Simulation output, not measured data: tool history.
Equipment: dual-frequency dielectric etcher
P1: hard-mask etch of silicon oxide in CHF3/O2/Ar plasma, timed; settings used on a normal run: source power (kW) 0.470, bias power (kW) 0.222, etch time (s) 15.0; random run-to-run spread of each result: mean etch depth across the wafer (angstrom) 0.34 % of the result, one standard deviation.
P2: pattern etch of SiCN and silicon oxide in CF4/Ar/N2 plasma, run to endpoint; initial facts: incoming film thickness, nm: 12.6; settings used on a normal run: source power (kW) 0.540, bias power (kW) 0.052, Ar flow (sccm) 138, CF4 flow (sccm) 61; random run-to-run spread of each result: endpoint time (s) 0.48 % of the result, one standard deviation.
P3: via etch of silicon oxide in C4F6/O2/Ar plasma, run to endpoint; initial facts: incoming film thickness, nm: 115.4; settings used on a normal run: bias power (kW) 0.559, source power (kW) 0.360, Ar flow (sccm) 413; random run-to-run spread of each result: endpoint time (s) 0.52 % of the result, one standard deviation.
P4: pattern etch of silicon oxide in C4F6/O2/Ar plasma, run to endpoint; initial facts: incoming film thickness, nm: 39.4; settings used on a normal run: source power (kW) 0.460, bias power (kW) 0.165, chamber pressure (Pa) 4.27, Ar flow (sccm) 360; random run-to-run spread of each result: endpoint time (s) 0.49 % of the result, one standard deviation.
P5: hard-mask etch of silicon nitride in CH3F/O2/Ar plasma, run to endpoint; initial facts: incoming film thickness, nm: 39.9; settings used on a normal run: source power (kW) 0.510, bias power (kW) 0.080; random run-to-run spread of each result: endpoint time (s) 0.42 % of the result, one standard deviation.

run	hour	process that ran	source power (kW)	bias power (kW)	etch time (s)	Ar flow (sccm)	CF4 flow (sccm)	chamber pressure (Pa)	mean etch depth across the wafer (angstrom)	endpoint time (s)
1	3.7	P1	0.470	0.222	15.0				286.07	
2	7.1	P1	0.610	0.222	11.5				243.62	
3	11.0	P2	0.540	0.052		138	40			16.394
4	15.0	P3	0.360	0.707		413				23.362
5	18.9	P1	0.670	0.222	15.0				328.69	
6	21.1	P4	0.460	0.165		360		4.27		12.293
7	24.2	P1	0.470	0.222	22.0				421.00	
8	26.6	P1	0.290	0.222	15.0				239.38	
9	29.6	P1	0.470	0.222	15.0				284.79	
10	31.8	P3	0.360	0.559		272				24.702
11	35.8	P1	0.470	0.222	9.5				182.39	
12	39.9	P3	0.360	0.559		413				25.816
13	43.2	P2	0.540	0.063		138	61			14.195
14	45.9	P2	0.540	0.052		138	61			15.212
15	49.8	P2	0.720	0.052		138	61			11.767
16	52.6	P4	0.460	0.165		460		4.27		12.586
17	56.2	P5	0.510	0.080						50.530
18	58.8	P1	0.470	0.222	15.0				287.27	
19	62.4	P5	0.510	0.050						58.971
20	65.7	P4	0.270	0.165		360		4.27		15.158
21	69.7	P3	0.360	0.559		413				25.470
22	73.1	P5	0.720	0.080						44.164
23	76.8	P1	0.470	0.148	15.0				248.56	
24	80.9	P1	0.470	0.281	15.0				311.65	
25	83.1	P2	0.540	0.052		138	61			15.065
26	86.5	P4	0.460	0.165		360		5.93		12.800
27	90.0	P4	0.460	0.100		360		4.27		14.244
28	93.0	P5	0.510	0.080						50.738
29	97.2	P1	0.470	0.222	15.0				287.56	
30	100.3	P3	0.510	0.559		413				22.431
31	102.6	P2	0.540	0.052		177	61			15.913
32	104.5	P1	0.470	0.222	15.0				286.99	
33	107.2	P1	0.470	0.222	15.0				285.67	
34	109.4	P1	0.470	0.222	15.0				283.39	
35	113.0	P1	0.470	0.222	15.0				284.57	
36	117.1	P1	0.470	0.222	15.0				281.63	
37	120.4	P1	0.470	0.222	15.0				282.61	
38	122.5	P1	0.470	0.222	15.0				281.55	
39	125.9	P1	0.470	0.222	15.0				280.95	
# hour 126.8: wet clean of the chamber
40	129.9	P1	0.470	0.222	15.0				282.55	
41	133.1	P1	0.470	0.222	15.0				281.47	
42	135.4	P1	0.470	0.222	15.0				282.94	
43	139.2	P1	0.470	0.222	15.0				282.16	

Something has made what P1 gives creep away from where it was; the 2 causes below, each at its own stated size, fit the log equally well:
A: source power that arrives under what is set, % = 4.48
B: bias power that arrives under what is set, % = 4.75
Onset of the creep was near hour 104.5.
All other causes, with the reason each is excluded:
chamber walls in a state that lowers the etch rate, %: serviced at hour 126.8, after the change had begun; the process did not return to its earlier output

Which of the 4 check runs listed below, each an average over 3 wafers with its results shown as question marks, gives clearly different results under the different listed causes?
check 1	143.0	P2	0.540	0.052		138	48			?
check 2	143.0	P5	0.700	0.051						?
check 3	143.0	P3	0.440	0.701		413				?
check 4	143.0	P4	0.290	0.100		360		4.27		?

Outcome of each check run for each possible cause:
check	result	if A	if B
check 1	endpoint time (s)	16.439	16.061
check 2	endpoint time (s)	52.725	52.530
check 3	endpoint time (s)	22.149	22.198
check 4	endpoint time (s)	17.418	17.335
Separation of the two closest causes in each check, using whichever result separates them best: check 1 2.33 %; check 2 0.37 %; check 3 0.22 %; check 4 0.48 %
Only check 1 tells the causes apart: in the others they would give nearly the same result.

Check 1 has now been run. It gave: endpoint time (s) 16.445. Which of the candidate causes is it?

Of the candidate causes, it is A: source power that arrives under what is set, %.

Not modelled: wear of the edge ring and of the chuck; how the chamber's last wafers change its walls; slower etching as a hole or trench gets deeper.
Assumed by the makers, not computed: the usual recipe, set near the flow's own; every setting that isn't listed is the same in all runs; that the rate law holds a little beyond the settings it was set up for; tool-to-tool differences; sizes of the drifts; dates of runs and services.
